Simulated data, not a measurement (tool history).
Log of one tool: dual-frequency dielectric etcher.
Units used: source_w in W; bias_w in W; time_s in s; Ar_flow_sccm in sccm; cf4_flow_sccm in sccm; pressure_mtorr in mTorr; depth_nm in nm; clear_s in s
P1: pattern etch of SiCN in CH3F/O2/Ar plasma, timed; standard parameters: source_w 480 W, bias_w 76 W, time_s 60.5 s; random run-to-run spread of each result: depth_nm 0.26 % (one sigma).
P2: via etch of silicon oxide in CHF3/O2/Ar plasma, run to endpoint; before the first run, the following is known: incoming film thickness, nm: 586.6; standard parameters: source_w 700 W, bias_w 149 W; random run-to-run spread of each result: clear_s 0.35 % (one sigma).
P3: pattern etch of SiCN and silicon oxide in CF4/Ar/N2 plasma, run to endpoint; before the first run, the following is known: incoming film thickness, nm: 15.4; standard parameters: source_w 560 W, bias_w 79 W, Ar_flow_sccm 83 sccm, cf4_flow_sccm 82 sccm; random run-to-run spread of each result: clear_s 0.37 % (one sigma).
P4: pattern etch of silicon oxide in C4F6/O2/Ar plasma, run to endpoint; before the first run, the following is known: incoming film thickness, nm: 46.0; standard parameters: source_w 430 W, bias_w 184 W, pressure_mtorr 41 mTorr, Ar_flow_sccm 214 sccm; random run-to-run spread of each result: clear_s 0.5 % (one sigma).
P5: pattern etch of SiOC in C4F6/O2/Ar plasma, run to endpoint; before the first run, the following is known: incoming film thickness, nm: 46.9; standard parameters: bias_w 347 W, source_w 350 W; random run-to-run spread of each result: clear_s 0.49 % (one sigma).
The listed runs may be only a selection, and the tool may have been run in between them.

run,day,process,source_w,bias_w,time_s,Ar_flow_sccm,cf4_flow_sccm,pressure_mtorr,hours since the last wet clean,hours since the last source power generator calibration,hours since the last bias power generator calibration,depth_nm,clear_s
1,0.508,P1,480,76,60.5,,,,125.3,1906.6,3497.5,24.226,
2,0.762,P1,480,76,60.5,,,,131.4,1912.7,3503.6,24.295,
3,1.1,P1,290,104,60.5,,,,139.5,1920.8,3511.7,22.539,
4,1.442,P3,450,79,,83,82,,147.7,1929,3519.9,,16.72
5,1.971,P3,560,79,,83,112,,160.4,1941.7,3532.6,,13.154
6,2.292,P2,910,149,,,,,168.1,1949.4,3540.3,,269.9
7,2.783,P3,560,60,,83,82,,179.9,1961.2,3552.1,,14.963
8,3.054,P1,480,76,76.5,,,,186.4,1967.7,3558.6,30.7,
9,3.433,P1,480,76,60.5,,,,195.5,1976.8,3567.7,24.281,
10,3.754,P1,480,53,60.5,,,,203.2,1984.5,3575.4,21.543,
11,4.246,P3,560,79,,67,82,,215,1996.3,3587.2,,13.393
# day 4.479: wet clean of the chamber
12,4.812,P5,240,347,,,,,8,2009.9,3600.8,,21.951
# day 5.15: bias power generator calibrated
13,5.204,P4,430,184,,256,,41,17.4,2019.3,1.4,,14.776
14,5.608,P5,350,347,,,,,27.1,2029,11.1,,19.217
15,6.121,P5,350,347,,,,,39.4,2041.3,23.4,,19.115
16,6.571,P1,480,76,60.5,,,,50.2,2052.1,34.2,24.321,
17,6.892,P2,700,97,,,,,57.9,2059.8,41.9,,339.57
18,7.283,P4,430,184,,214,,41,67.3,2069.2,51.3,,14.411
19,7.583,P2,700,149,,,,,74.5,2076.4,58.5,,299.12
20,7.933,P4,270,184,,214,,41,82.9,2084.8,66.9,,17.111
21,8.338,P4,430,184,,214,,41,92.6,2094.5,76.6,,14.4
22,8.796,P2,700,149,,,,,103.6,2105.5,87.6,,300.28
23,9.279,P4,430,129,,214,,41,115.2,2117.1,99.2,,16.213
24,9.842,P1,310,76,60.5,,,,128.7,2130.6,112.7,20.677,
25,10.346,P5,350,463,,,,,140.8,2142.7,124.8,,17.407
26,10.604,P3,560,79,,83,82,,147,2148.9,131,,13.629
27,11.171,P4,430,184,,214,,52,160.6,2162.5,144.6,,14.743
28,11.467,P3,560,79,,83,82,,167.7,2169.6,151.7,,13.678
29,11.921,P1,640,76,44.5,,,,178.6,2180.5,162.6,19.875,
30,12.304,P1,480,76,36,,,,187.8,2189.7,171.8,14.564,
31,12.717,P1,590,76,60.5,,,,197.7,2199.6,181.7,26.333,
32,13.004,P1,480,102,60.5,,,,204.6,2206.5,188.6,27.118,
33,13.292,P1,480,76,60.5,,,,211.5,2213.4,195.5,24.248,
34,13.658,P1,480,76,60.5,,,,220.3,2222.2,204.3,24.188,
35,13.942,P1,480,76,60.5,,,,227.1,2229,211.1,24.167,
36,14.458,P1,480,76,60.5,,,,239.5,2241.4,223.5,24.079,
37,14.992,P1,480,76,60.5,,,,252.3,2254.2,236.3,24.091,
# day 15.217: wet clean of the chamber
38,15.429,P1,480,76,60.5,,,,5.2,2264.7,246.8,24.087,
39,15.896,P1,480,76,60.5,,,,16.4,2275.9,258,23.931,
40,16.317,P1,480,76,60.5,,,,26.5,2286,268.1,24.086,
41,16.654,P1,480,76,60.5,,,,34.6,2294.1,276.2,23.98,

Compared with where it was, what P1 gives has crept away. Each cause listed below fits the log as well as the rest, at the size given for it:
A: source power that arrives under what is set, % = 3.46
B: bias power that arrives under what is set, % = 3.7
The drift started at roughly day 13.292.
Why every other cause is out:
chamber walls in a state that lowers the etch rate, %: its service at day 15.217 followed the start of the drift and did not put the process back to its old value

Which of the 4 check runs listed below, each an average over 2 wafers with its results shown as question marks, gives clearly different results under the different listed causes?
check 1,16.992,P4,330,184,,214,,41,,,,,?
check 2,16.992,P3,560,79,,68,112,,,,,,?
check 3,16.992,P2,810,100,,,,,,,,,?
check 4,16.992,P5,250,439,,,,,,,,,?

If the cause were each of the candidates in turn, the checks would give the following:
check,result,if A,if B
check 1,clear_s,16.154,16.129
check 2,clear_s,13.3,13.036
check 3,clear_s,322.79,321.7
check 4,clear_s,20.219,20.242
Minimum pairwise separation of causes per check, each pair taken at its best-separating result: check 1 0.15 %; check 2 2.01 %; check 3 0.34 %; check 4 0.11 %
Check 2 distinguishes between the causes, while the remaining checks would return nearly the same result for all of them.

Check 2 was carried out, with these results: clear_s 13.03 s. Which of the listed causes is responsible?

Of the candidate causes, it is B: bias power that arrives under what is set, %.
